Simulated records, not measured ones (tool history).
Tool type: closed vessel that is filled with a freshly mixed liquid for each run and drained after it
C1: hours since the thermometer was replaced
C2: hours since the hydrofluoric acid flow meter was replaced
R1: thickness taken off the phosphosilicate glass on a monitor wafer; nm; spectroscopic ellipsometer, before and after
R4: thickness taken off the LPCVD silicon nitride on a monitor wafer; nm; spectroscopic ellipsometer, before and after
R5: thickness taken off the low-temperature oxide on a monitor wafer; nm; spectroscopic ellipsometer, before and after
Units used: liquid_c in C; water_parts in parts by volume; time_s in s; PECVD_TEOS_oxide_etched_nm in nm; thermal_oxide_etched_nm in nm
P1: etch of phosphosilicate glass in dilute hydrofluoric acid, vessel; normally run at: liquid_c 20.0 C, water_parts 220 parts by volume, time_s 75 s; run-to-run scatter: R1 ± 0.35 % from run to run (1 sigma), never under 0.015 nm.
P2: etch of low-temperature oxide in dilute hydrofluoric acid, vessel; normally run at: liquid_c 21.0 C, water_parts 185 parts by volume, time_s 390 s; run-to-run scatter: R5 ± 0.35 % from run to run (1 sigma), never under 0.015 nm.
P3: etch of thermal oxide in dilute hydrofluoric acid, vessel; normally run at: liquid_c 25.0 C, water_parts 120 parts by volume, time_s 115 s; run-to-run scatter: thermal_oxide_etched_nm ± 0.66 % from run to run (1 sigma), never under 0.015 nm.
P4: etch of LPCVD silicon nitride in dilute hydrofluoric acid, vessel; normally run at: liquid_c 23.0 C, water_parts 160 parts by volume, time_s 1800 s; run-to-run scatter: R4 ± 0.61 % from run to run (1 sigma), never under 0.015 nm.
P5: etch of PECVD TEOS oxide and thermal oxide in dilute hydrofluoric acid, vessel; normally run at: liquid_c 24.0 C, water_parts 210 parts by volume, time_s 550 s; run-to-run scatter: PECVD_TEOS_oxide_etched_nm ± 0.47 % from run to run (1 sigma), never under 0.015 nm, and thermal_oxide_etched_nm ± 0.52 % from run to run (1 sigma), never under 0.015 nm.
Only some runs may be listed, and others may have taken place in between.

{"run": 1, "day": 0.158, "process": "P1", "liquid_c": 20.0, "water_parts": 220, "time_s": 75, "C1": 784.3, "C2": 204.6, "R1": 29.851}
{"run": 2, "day": 0.342, "process": "P5", "liquid_c": 24.0, "water_parts": 210, "time_s": 550, "C1": 788.7, "C2": 209.0, "PECVD_TEOS_oxide_etched_nm": 41.771, "thermal_oxide_etched_nm": 10.744}
{"run": 3, "day": 0.538, "process": "P4", "liquid_c": 17.0, "water_parts": 160, "time_s": 1800, "C1": 793.4, "C2": 213.7, "R4": 2.8787}
{"run": 4, "day": 0.767, "process": "P1", "liquid_c": 20.0, "water_parts": 220, "time_s": 75, "C1": 798.9, "C2": 219.2, "R1": 29.832}
{"run": 5, "day": 1.004, "process": "P5", "liquid_c": 24.0, "water_parts": 210, "time_s": 550, "C1": 804.6, "C2": 224.9, "PECVD_TEOS_oxide_etched_nm": 41.787, "thermal_oxide_etched_nm": 10.811}
{"run": 6, "day": 1.246, "process": "P3", "liquid_c": 25.0, "water_parts": 120, "time_s": 115, "C1": 810.4, "C2": 230.7, "thermal_oxide_etched_nm": 4.4639}
{"run": 7, "day": 1.438, "process": "P2", "liquid_c": 21.0, "water_parts": 275, "time_s": 390, "C1": 815.0, "C2": 235.3, "R5": 18.795}
{"run": 8, "day": 1.6, "process": "P1", "liquid_c": 20.0, "water_parts": 220, "time_s": 30, "C1": 818.9, "C2": 239.2, "R1": 11.931}
{"run": 9, "day": 1.738, "process": "P5", "liquid_c": 31.5, "water_parts": 210, "time_s": 550, "C1": 822.2, "C2": 242.5, "PECVD_TEOS_oxide_etched_nm": 53.921, "thermal_oxide_etched_nm": 14.153}
{"run": 10, "day": 1.971, "process": "P1", "liquid_c": 20.0, "water_parts": 100, "time_s": 75, "C1": 827.8, "C2": 248.1, "R1": 74.045}
{"run": 11, "day": 2.092, "process": "P1", "liquid_c": 17.0, "water_parts": 320, "time_s": 75, "C1": 830.7, "C2": 251.0, "R1": 16.713}
{"run": 12, "day": 2.296, "process": "P4", "liquid_c": 23.0, "water_parts": 290, "time_s": 1800, "C1": 835.6, "C2": 255.9, "R4": 2.355}
{"run": 13, "day": 2.533, "process": "P2", "liquid_c": 21.0, "water_parts": 185, "time_s": 685, "C1": 841.3, "C2": 261.6, "R5": 53.361}
{"run": 14, "day": 2.733, "process": "P1", "liquid_c": 20.0, "water_parts": 220, "time_s": 75, "C1": 846.1, "C2": 266.4, "R1": 29.833}
{"run": 15, "day": 2.962, "process": "P1", "liquid_c": 20.0, "water_parts": 220, "time_s": 75, "C1": 851.6, "C2": 271.9, "R1": 29.588}
{"run": 16, "day": 3.196, "process": "P1", "liquid_c": 27.5, "water_parts": 220, "time_s": 75, "C1": 857.2, "C2": 277.5, "R1": 39.018}
{"run": 17, "day": 3.367, "process": "P2", "liquid_c": 21.0, "water_parts": 185, "time_s": 390, "C1": 861.3, "C2": 281.6, "R5": 30.368}
{"run": 18, "day": 3.542, "process": "P1", "liquid_c": 20.0, "water_parts": 220, "time_s": 135, "C1": 865.5, "C2": 285.8, "R1": 53.634}
{"run": 19, "day": 3.771, "process": "P4", "liquid_c": 23.0, "water_parts": 160, "time_s": 3495, "C1": 871.0, "C2": 291.3, "R4": 8.322}
{"run": 20, "day": 4.008, "process": "P1", "liquid_c": 20.0, "water_parts": 220, "time_s": 75, "C1": 876.7, "C2": 297.0, "R1": 29.709}
{"run": 21, "day": 4.158, "process": "P1", "liquid_c": 20.0, "water_parts": 390, "time_s": 75, "C1": 880.3, "C2": 300.6, "R1": 14.422}
{"run": 22, "day": 4.317, "process": "P3", "liquid_c": 25.0, "water_parts": 120, "time_s": 115, "C1": 884.1, "C2": 304.4, "thermal_oxide_etched_nm": 4.4939}
{"run": 23, "day": 4.546, "process": "P3", "liquid_c": 25.0, "water_parts": 120, "time_s": 210, "C1": 889.6, "C2": 309.9, "thermal_oxide_etched_nm": 8.205}
{"run": 24, "day": 4.75, "process": "P3", "liquid_c": 33.0, "water_parts": 120, "time_s": 115, "C1": 894.5, "C2": 314.8, "thermal_oxide_etched_nm": 6.0708}
{"run": 25, "day": 4.917, "process": "P1", "liquid_c": 20.0, "water_parts": 220, "time_s": 75, "C1": 898.5, "C2": 318.8, "R1": 29.572}
{"run": 26, "day": 5.154, "process": "P2", "liquid_c": 21.0, "water_parts": 185, "time_s": 390, "C1": 904.2, "C2": 324.5, "R5": 30.638}
{"run": 27, "day": 5.283, "process": "P2", "liquid_c": 26.0, "water_parts": 185, "time_s": 390, "C1": 907.3, "C2": 327.6, "R5": 36.64}
{"day": 5.408, "done": "hydrofluoric acid flow meter replaced"}
{"run": 28, "day": 5.458, "process": "P5", "liquid_c": 24.0, "water_parts": 210, "time_s": 150, "C1": 911.5, "C2": 1.2, "PECVD_TEOS_oxide_etched_nm": 11.424, "thermal_oxide_etched_nm": 2.9679}
{"run": 29, "day": 5.704, "process": "P3", "liquid_c": 25.0, "water_parts": 60, "time_s": 115, "C1": 917.4, "C2": 7.1, "thermal_oxide_etched_nm": 9.8325}
{"run": 30, "day": 5.942, "process": "P5", "liquid_c": 24.0, "water_parts": 125, "time_s": 550, "C1": 923.1, "C2": 12.8, "PECVD_TEOS_oxide_etched_nm": 76.994, "thermal_oxide_etched_nm": 19.829}
{"run": 31, "day": 6.133, "process": "P4", "liquid_c": 23.0, "water_parts": 160, "time_s": 1800, "C1": 927.7, "C2": 17.4, "R4": 4.2797}
{"run": 32, "day": 6.342, "process": "P1", "liquid_c": 20.0, "water_parts": 145, "time_s": 120, "C1": 932.7, "C2": 22.4, "R1": 78.162}
{"run": 33, "day": 6.5, "process": "P1", "liquid_c": 17.0, "water_parts": 220, "time_s": 75, "C1": 936.5, "C2": 26.2, "R1": 26.413}
{"run": 34, "day": 6.646, "process": "P1", "liquid_c": 20.0, "water_parts": 220, "time_s": 75, "C1": 940.0, "C2": 29.7, "R1": 30.048}
{"run": 35, "day": 6.842, "process": "P1", "liquid_c": 20.0, "water_parts": 220, "time_s": 75, "C1": 944.7, "C2": 34.4, "R1": 28.947}
{"run": 36, "day": 6.971, "process": "P1", "liquid_c": 20.0, "water_parts": 220, "time_s": 75, "C1": 947.8, "C2": 37.5, "R1": 28.748}
{"run": 37, "day": 7.2, "process": "P1", "liquid_c": 20.0, "water_parts": 220, "time_s": 75, "C1": 953.3, "C2": 43.0, "R1": 28.298}
{"run": 38, "day": 7.442, "process": "P1", "liquid_c": 20.0, "water_parts": 220, "time_s": 75, "C1": 959.1, "C2": 48.8, "R1": 27.94}
{"run": 39, "day": 7.55, "process": "P1", "liquid_c": 20.0, "water_parts": 220, "time_s": 75, "C1": 961.7, "C2": 51.4, "R1": 27.876}
{"run": 40, "day": 7.767, "process": "P1", "liquid_c": 20.0, "water_parts": 220, "time_s": 75, "C1": 966.9, "C2": 56.6, "R1": 27.73}
{"run": 41, "day": 7.929, "process": "P1", "liquid_c": 20.0, "water_parts": 220, "time_s": 75, "C1": 970.8, "C2": 60.5, "R1": 27.78}

Forecast run 42:
{"run": 42, "day": 8.075, "process": "P1", "liquid_c": 20.0, "water_parts": 220, "time_s": 75, "C1": 974.3, "C2": 64.0, "R1": "?"}

Run 42 yielded R1 27.643 nm.

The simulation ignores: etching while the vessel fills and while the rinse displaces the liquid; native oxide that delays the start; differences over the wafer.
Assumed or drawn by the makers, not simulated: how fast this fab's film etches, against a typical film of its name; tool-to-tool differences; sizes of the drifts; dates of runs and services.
